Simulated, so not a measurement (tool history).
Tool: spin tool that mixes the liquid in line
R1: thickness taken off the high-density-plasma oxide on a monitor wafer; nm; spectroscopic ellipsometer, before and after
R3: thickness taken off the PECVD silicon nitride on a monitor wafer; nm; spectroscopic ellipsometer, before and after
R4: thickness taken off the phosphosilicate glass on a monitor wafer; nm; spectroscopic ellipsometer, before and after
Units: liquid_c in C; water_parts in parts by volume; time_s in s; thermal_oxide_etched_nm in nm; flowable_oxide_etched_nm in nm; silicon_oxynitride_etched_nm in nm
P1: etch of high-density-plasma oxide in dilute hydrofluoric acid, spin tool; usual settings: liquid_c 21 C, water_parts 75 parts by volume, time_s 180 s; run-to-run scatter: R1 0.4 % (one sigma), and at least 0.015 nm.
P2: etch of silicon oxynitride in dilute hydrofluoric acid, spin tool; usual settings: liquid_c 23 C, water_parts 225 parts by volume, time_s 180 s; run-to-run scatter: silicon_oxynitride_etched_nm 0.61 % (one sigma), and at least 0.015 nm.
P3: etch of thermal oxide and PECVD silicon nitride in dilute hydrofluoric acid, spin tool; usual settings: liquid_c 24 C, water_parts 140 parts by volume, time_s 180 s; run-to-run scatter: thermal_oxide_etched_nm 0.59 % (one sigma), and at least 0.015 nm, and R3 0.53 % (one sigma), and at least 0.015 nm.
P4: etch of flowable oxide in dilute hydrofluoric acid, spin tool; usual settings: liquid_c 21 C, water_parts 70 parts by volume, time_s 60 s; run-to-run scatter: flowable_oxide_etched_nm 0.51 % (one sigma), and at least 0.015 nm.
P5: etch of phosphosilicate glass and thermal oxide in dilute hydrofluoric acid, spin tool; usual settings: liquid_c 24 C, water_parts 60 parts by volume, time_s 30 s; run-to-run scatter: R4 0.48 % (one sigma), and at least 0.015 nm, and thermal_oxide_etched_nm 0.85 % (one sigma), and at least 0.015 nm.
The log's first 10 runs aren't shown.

run 11 day=5.038 | process=P5 liquid_c=24 water_parts=20 time_s=30 | thermal_oxide_etched_nm=7.6068 R4=273.13
run 12 day=5.438 | process=P2 liquid_c=23 water_parts=225 time_s=180 | silicon_oxynitride_etched_nm=3.2239
run 13 day=5.933 | process=P1 liquid_c=17 water_parts=75 time_s=180 | R1=10.058
run 14 day=6.454 | process=P2 liquid_c=23 water_parts=225 time_s=15 | silicon_oxynitride_etched_nm=0.26144
run 15 day=6.929 | process=P1 liquid_c=21 water_parts=75 time_s=180 | R1=11.947
run 16 day=7.229 | process=P1 liquid_c=21 water_parts=75 time_s=180 | R1=12.014
run 17 day=7.629 | process=P3 liquid_c=24 water_parts=140 time_s=180 | thermal_oxide_etched_nm=5.5745 R3=7.389
run 18 day=7.967 | process=P4 liquid_c=26 water_parts=70 time_s=60 | flowable_oxide_etched_nm=59.129
run 19 day=8.412 | process=P5 liquid_c=24 water_parts=60 time_s=15 | thermal_oxide_etched_nm=1.1873 R4=43.247
run 20 day=9.029 | process=P1 liquid_c=25.5 water_parts=75 time_s=180 | R1=14.345
run 21 day=9.379 | process=P4 liquid_c=21 water_parts=70 time_s=100 | flowable_oxide_etched_nm=80.832
run 22 day=9.929 | process=P3 liquid_c=30.5 water_parts=140 time_s=180 | thermal_oxide_etched_nm=7.0523 R3=11.176

The next listed run, before its measurement:
run 23 day=10.317 | process=P2 liquid_c=23 water_parts=115 time_s=180 | silicon_oxynitride_etched_nm=?

Run 23 gave silicon_oxynitride_etched_nm 6.9303 nm.
